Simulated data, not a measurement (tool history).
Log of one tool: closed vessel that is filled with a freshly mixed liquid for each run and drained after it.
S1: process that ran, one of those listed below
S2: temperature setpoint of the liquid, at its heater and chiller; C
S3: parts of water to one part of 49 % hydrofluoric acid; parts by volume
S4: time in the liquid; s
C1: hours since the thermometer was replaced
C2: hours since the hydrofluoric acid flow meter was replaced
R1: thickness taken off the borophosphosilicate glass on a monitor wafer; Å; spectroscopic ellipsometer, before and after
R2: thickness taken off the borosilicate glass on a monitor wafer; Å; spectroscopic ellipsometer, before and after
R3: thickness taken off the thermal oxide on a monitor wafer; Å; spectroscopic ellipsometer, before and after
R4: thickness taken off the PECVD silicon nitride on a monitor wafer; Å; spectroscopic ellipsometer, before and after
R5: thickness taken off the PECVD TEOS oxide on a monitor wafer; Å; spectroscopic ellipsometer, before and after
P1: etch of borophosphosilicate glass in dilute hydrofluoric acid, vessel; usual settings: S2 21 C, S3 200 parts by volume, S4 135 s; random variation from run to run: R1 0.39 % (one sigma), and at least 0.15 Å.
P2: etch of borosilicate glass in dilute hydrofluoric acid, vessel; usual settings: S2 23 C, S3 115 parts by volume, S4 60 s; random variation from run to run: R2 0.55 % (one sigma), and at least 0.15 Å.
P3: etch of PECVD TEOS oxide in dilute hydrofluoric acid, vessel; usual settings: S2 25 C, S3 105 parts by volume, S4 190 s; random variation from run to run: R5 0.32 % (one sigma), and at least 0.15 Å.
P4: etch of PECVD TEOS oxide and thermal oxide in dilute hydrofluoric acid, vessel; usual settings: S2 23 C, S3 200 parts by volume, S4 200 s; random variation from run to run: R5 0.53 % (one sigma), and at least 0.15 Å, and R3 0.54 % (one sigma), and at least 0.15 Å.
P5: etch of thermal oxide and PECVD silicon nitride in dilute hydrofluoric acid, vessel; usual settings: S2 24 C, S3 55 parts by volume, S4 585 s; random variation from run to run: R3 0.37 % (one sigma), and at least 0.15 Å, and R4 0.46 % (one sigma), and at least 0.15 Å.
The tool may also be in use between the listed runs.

run   hour  S1    S2   S3   S4      C1      C2      R1      R2      R3      R4      R5
  1    7.1  P1    21  200  135   866.3  1131.9  220.18
  2   11.4  P1    21  200   40   870.6  1136.2  65.347
  3     18  P2    23  115   60   877.2  1142.8          151.63
  4   21.5  P1    21  200  135   880.7  1146.3  220.05
  5   24.8  P1    21  305  135     884  1149.6  129.68
  6   28.1  P2    17  115   60   887.3  1152.9          120.11
  7   34.5  P5    24   55  585   893.7  1159.3                   517.6  194.65
  8   37.8  P1    21  200  135     897  1162.6  219.62
  9   43.6  P3    25   45  190   902.8  1168.4                                  1140.7
 10   47.6  P1    29  200  135   906.8  1172.4  295.72
 11   51.5  P1    21  200  195   910.7  1176.3  317.09
 12   55.3  P3  21.5  105  190   914.5  1180.1                                  394.08
 13   60.6  P1    21  200  135   919.8  1185.4  218.76
 14   67.2  P3    25  105   85   926.4    1192                                  201.47
 15   70.4  P5    29   55  585   929.6  1195.2                  636.51  272.25
 16   73.6  P5    24   85  585   932.8  1198.4                  323.41  127.71
 17     78  P1    21   50  205   937.2  1202.8  1574.2
 18   81.4  P4    23  200  200   940.6  1206.2                  40.504          169.08
 19   85.2  P4    23  200  330   944.4    1210                  66.001          278.83
 20   92.3  P5    24   55  310   951.5  1217.1                  275.83  104.05
 21   98.3  P4    23  310  200   957.5  1223.1                  23.334          97.554
 22  104.3  P4  18.5  200  200   963.5  1229.1                  33.709           142.4
 23  110.9  P1    21  200  135   970.1  1235.7  218.19
 24  118.3  P1    21   75  135   977.5  1243.1  673.22
 25  122.7  P2    23  215   60   981.9  1247.5          72.807
 26  129.6  P3    25  105  190   988.8  1254.4                                  453.75
 27  136.9  P2    23  115   60   996.1  1261.7          153.32
 28  140.2  P1    21  200  135   999.4    1265  219.41
 29    147  P1    21  200  135  1006.2  1271.8   219.6
 30  153.4  P1    17  200  135  1012.6  1278.2  188.31
 31  159.5  P2    23  115  105  1018.7  1284.3          266.82
 32  164.1  P4    23  200  200  1023.3  1288.9                  40.162          168.55
 33  170.8  P1    21  200  135    1030  1295.6  219.45
 34    177  P1    21  200  135  1036.2  1301.8   211.9
 35  182.4  P1    21  200  135  1041.6  1307.2  208.04

The next listed run, before its measurement:
 36  189.4  P1  21  200  135  1048.6  1314.2   ?

R1: 206.53 Å
